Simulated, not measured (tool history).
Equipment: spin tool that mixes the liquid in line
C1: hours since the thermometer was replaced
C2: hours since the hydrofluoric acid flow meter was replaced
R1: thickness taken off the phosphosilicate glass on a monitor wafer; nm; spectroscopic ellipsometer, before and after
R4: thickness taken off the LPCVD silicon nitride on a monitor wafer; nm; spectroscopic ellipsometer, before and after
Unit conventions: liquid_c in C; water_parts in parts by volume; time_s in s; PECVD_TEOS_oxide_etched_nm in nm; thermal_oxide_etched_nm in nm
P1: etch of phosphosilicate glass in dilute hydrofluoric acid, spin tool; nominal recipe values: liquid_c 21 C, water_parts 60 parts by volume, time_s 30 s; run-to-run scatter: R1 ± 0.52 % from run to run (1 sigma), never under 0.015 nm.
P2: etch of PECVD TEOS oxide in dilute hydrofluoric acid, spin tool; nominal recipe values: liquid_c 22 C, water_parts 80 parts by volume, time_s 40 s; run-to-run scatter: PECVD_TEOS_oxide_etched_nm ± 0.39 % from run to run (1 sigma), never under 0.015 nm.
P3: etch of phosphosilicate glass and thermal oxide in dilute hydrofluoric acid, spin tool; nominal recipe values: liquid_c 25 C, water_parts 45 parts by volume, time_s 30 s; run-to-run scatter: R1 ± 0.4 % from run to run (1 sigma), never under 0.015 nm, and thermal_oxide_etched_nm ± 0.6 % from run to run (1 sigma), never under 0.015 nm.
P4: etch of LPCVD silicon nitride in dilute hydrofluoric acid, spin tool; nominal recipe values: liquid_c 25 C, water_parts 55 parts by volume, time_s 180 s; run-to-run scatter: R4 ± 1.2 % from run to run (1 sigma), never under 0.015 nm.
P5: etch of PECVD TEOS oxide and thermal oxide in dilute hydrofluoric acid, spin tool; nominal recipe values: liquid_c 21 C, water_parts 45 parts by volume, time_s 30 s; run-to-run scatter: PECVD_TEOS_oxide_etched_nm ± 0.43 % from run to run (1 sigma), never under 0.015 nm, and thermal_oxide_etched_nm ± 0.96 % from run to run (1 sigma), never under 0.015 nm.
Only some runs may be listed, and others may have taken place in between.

Run 1, hour 2.7: process P1, liquid_c 21 C, water_parts 60 parts by volume, time_s 30 s; C1 1367.3; C2 963.2. Result: R1 43.752 nm.
Run 2, hour 6.4: process P2, liquid_c 22 C, water_parts 80 parts by volume, time_s 40 s; C1 1371; C2 966.9. Result: PECVD_TEOS_oxide_etched_nm 6.4467 nm.
Run 3, hour 10.6: process P1, liquid_c 21 C, water_parts 90 parts by volume, time_s 30 s; C1 1375.2; C2 971.1. Result: R1 28.345 nm.
Run 4, hour 14.5: process P1, liquid_c 27.5 C, water_parts 60 parts by volume, time_s 30 s; C1 1379.1; C2 975. Result: R1 57.327 nm.
Run 5, hour 19.4: process P1, liquid_c 21 C, water_parts 20 parts by volume, time_s 60 s; C1 1384; C2 979.9. Result: R1 278.31 nm.
Run 6, hour 23.8: process P3, liquid_c 25 C, water_parts 45 parts by volume, time_s 30 s; C1 1388.4; C2 984.3. Result: R1 94.144 nm, thermal_oxide_etched_nm 3.5752 nm.
Run 7, hour 26.5: process P5, liquid_c 21 C, water_parts 45 parts by volume, time_s 15 s; C1 1391.1; C2 987. Result: PECVD_TEOS_oxide_etched_nm 8.6079 nm, thermal_oxide_etched_nm 1.3797 nm.
Run 8, hour 30.1: process P1, liquid_c 21 C, water_parts 60 parts by volume, time_s 30 s; C1 1394.7; C2 990.6. Result: R1 43.652 nm.
Run 9, hour 33.6: process P2, liquid_c 22 C, water_parts 80 parts by volume, time_s 70 s; C1 1398.2; C2 994.1. Result: PECVD_TEOS_oxide_etched_nm 11.395 nm.
Run 10, hour 38.2: process P2, liquid_c 22 C, water_parts 80 parts by volume, time_s 40 s; C1 1402.8; C2 998.7. Result: PECVD_TEOS_oxide_etched_nm 6.4618 nm.
Run 11, hour 40.7: process P5, liquid_c 21 C, water_parts 45 parts by volume, time_s 30 s; C1 1405.3; C2 1001.2. Result: PECVD_TEOS_oxide_etched_nm 17.191 nm, thermal_oxide_etched_nm 2.7712 nm.
Run 12, hour 43.3: process P4, liquid_c 25 C, water_parts 55 parts by volume, time_s 180 s; C1 1407.9; C2 1003.8. Result: R4 1.7805 nm.
Run 13, hour 46.9: process P1, liquid_c 26 C, water_parts 60 parts by volume, time_s 15 s; C1 1411.5; C2 1007.4. Result: R1 27.057 nm.
Run 14, hour 49.4: process P5, liquid_c 17 C, water_parts 45 parts by volume, time_s 30 s; C1 1414; C2 1009.9. Result: PECVD_TEOS_oxide_etched_nm 14.436 nm, thermal_oxide_etched_nm 2.3678 nm.
Run 15, hour 52.6: process P2, liquid_c 22 C, water_parts 20 parts by volume, time_s 40 s; C1 1417.2; C2 1013.1. Result: PECVD_TEOS_oxide_etched_nm 27.776 nm.
Run 16, hour 57.1: process P3, liquid_c 29.5 C, water_parts 45 parts by volume, time_s 30 s; C1 1421.7; C2 1017.6. Result: R1 114.12 nm, thermal_oxide_etched_nm 4.2989 nm.
Run 17, hour 61.8: process P1, liquid_c 21 C, water_parts 60 parts by volume, time_s 30 s; C1 1426.4; C2 1022.3. Result: R1 43.911 nm.
Run 18, hour 64.1: process P1, liquid_c 21 C, water_parts 60 parts by volume, time_s 55 s; C1 1428.7; C2 1024.6. Result: R1 80.55 nm.
Run 19, hour 67.3: process P1, liquid_c 21 C, water_parts 60 parts by volume, time_s 30 s; C1 1431.9; C2 1027.8. Result: R1 43.519 nm.
Run 20, hour 70.7: process P2, liquid_c 26.5 C, water_parts 80 parts by volume, time_s 40 s; C1 1435.3; C2 1031.2. Result: PECVD_TEOS_oxide_etched_nm 7.7643 nm.
Run 21, hour 73.5: process P4, liquid_c 25 C, water_parts 80 parts by volume, time_s 180 s; C1 1438.1; C2 1034. Result: R4 1.2112 nm.
Run 22, hour 76.9: process P3, liquid_c 25 C, water_parts 45 parts by volume, time_s 15 s; C1 1441.5; C2 1037.4. Result: R1 47.327 nm, thermal_oxide_etched_nm 1.8205 nm.
Run 23, hour 81.8: process P5, liquid_c 21 C, water_parts 45 parts by volume, time_s 30 s; C1 1446.4; C2 1042.3. Result: PECVD_TEOS_oxide_etched_nm 17.284 nm, thermal_oxide_etched_nm 2.7514 nm.
Run 24, hour 86.6: process P1, liquid_c 21 C, water_parts 60 parts by volume, time_s 30 s; C1 1451.2; C2 1047.1. Result: R1 43.949 nm.
Run 25, hour 89.7: process P1, liquid_c 21 C, water_parts 60 parts by volume, time_s 15 s; C1 1454.3; C2 1050.2. Result: R1 21.835 nm.
Run 26, hour 94.1: process P1, liquid_c 21 C, water_parts 30 parts by volume, time_s 30 s; C1 1458.7; C2 1054.6. Result: R1 90.867 nm.
At hour 98.2: thermometer replaced.
Run 27, hour 98.2: process P1, liquid_c 21 C, water_parts 60 parts by volume, time_s 30 s; C1 0.1; C2 1058.7. Result: R1 43.987 nm.
Run 28, hour 100.8: process P5, liquid_c 21 C, water_parts 25 parts by volume, time_s 30 s; C1 2.7; C2 1061.3. Result: PECVD_TEOS_oxide_etched_nm 31.7 nm, thermal_oxide_etched_nm 5.0221 nm.
Run 29, hour 104: process P4, liquid_c 25 C, water_parts 55 parts by volume, time_s 45 s; C1 5.9; C2 1064.5. Result: R4 0.44654 nm.
Run 30, hour 108.1: process P1, liquid_c 17 C, water_parts 60 parts by volume, time_s 30 s; C1 10; C2 1068.6. Result: R1 36.973 nm.
Run 31, hour 112.7: process P1, liquid_c 21 C, water_parts 60 parts by volume, time_s 30 s; C1 14.6; C2 1073.2. Result: R1 43.729 nm.
Run 32, hour 116.3: process P4, liquid_c 31 C, water_parts 55 parts by volume, time_s 180 s; C1 18.2; C2 1076.8. Result: R4 2.6038 nm.
Run 33, hour 119.9: process P3, liquid_c 25 C, water_parts 30 parts by volume, time_s 30 s; C1 21.8; C2 1080.4. Result: R1 144.77 nm, thermal_oxide_etched_nm 5.5521 nm.
Run 34, hour 123.4: process P1, liquid_c 21 C, water_parts 60 parts by volume, time_s 30 s; C1 25.3; C2 1083.9. Result: R1 43.833 nm.
Run 35, hour 125.8: process P1, liquid_c 21 C, water_parts 60 parts by volume, time_s 30 s; C1 27.7; C2 1086.3. Result: R1 44.9 nm.
Run 36, hour 129.7: process P1, liquid_c 21 C, water_parts 60 parts by volume, time_s 30 s; C1 31.6; C2 1090.2. Result: R1 45.889 nm.
Run 37, hour 134.2: process P1, liquid_c 21 C, water_parts 60 parts by volume, time_s 30 s; C1 36.1; C2 1094.7. Result: R1 46.049 nm.
Run 38, hour 136.5: process P1, liquid_c 21 C, water_parts 60 parts by volume, time_s 30 s; C1 38.4; C2 1097. Result: R1 46.406 nm.
Run 39, hour 140.3: process P1, liquid_c 21 C, water_parts 60 parts by volume, time_s 30 s; C1 42.2; C2 1100.8. Result: R1 46.298 nm.
Run 40, hour 144.3: process P1, liquid_c 21 C, water_parts 60 parts by volume, time_s 30 s; C1 46.2; C2 1104.8. Result: R1 46.706 nm.
Run 41, hour 146.9: process P1, liquid_c 21 C, water_parts 60 parts by volume, time_s 30 s; C1 48.8; C2 1107.4. Result: R1 47.511 nm.
Run 42, hour 150.3: process P1, liquid_c 21 C, water_parts 60 parts by volume, time_s 30 s; C1 52.2; C2 1110.8. Result: R1 47.237 nm.
Run 43, hour 154.5: process P1, liquid_c 21 C, water_parts 60 parts by volume, time_s 30 s; C1 56.4; C2 1115. Result: R1 47.061 nm.

The output of P1 has drifted from where it used to be. Each of the 2 causes below, taken at the size shown beside it, accounts for the log equally well:
A: liquid hotter than its thermometer reads (K) = 1.72
B: hydrofluoric acid flow above the setpoint (%) = 6.87
Onset of the creep was near hour 123.4.

Which of the check runs below tells the causes apart, meaning the causes would give it clearly different results? Each run uses 5 wafers whose results are averaged, and each result is shown as a question mark.
Run check 1, hour 158.7: process P5, liquid_c 21 C, water_parts 45 parts by volume, time_s 30 s. Result: PECVD_TEOS_oxide_etched_nm ?, thermal_oxide_etched_nm ?.
Run check 2, hour 158.7: process P2, liquid_c 22 C, water_parts 80 parts by volume, time_s 40 s. Result: PECVD_TEOS_oxide_etched_nm ?.
Run check 3, hour 158.7: process P3, liquid_c 25 C, water_parts 45 parts by volume, time_s 30 s. Result: R1 ?, thermal_oxide_etched_nm ?.
Run check 4, hour 158.7: process P4, liquid_c 25 C, water_parts 55 parts by volume, time_s 180 s. Result: R4 ?.

Expected result of each check under each candidate cause:
  check                      result    if A    if B
check 1  PECVD_TEOS_oxide_etched_nm  18.527  18.484
check 1     thermal_oxide_etched_nm  2.9513  2.9445
check 2  PECVD_TEOS_oxide_etched_nm  6.9266   6.946
check 3                          R1  101.26  101.29
check 3     thermal_oxide_etched_nm  3.8833  3.8844
check 4                          R4  1.9701  1.8763
Per-check spread between the two closest causes, in the result where they differ most: check 1 0.23 %; check 2 0.28 %; check 3 0.03 %; check 4 4.88 %
Check 4 is the one run that separates the causes; every other check would come out nearly the same whichever cause is at work.

Here is what check 4 returned: R4 1.9029 nm. Which cause is it?

It was cause B: hydrofluoric acid flow above the setpoint (%).
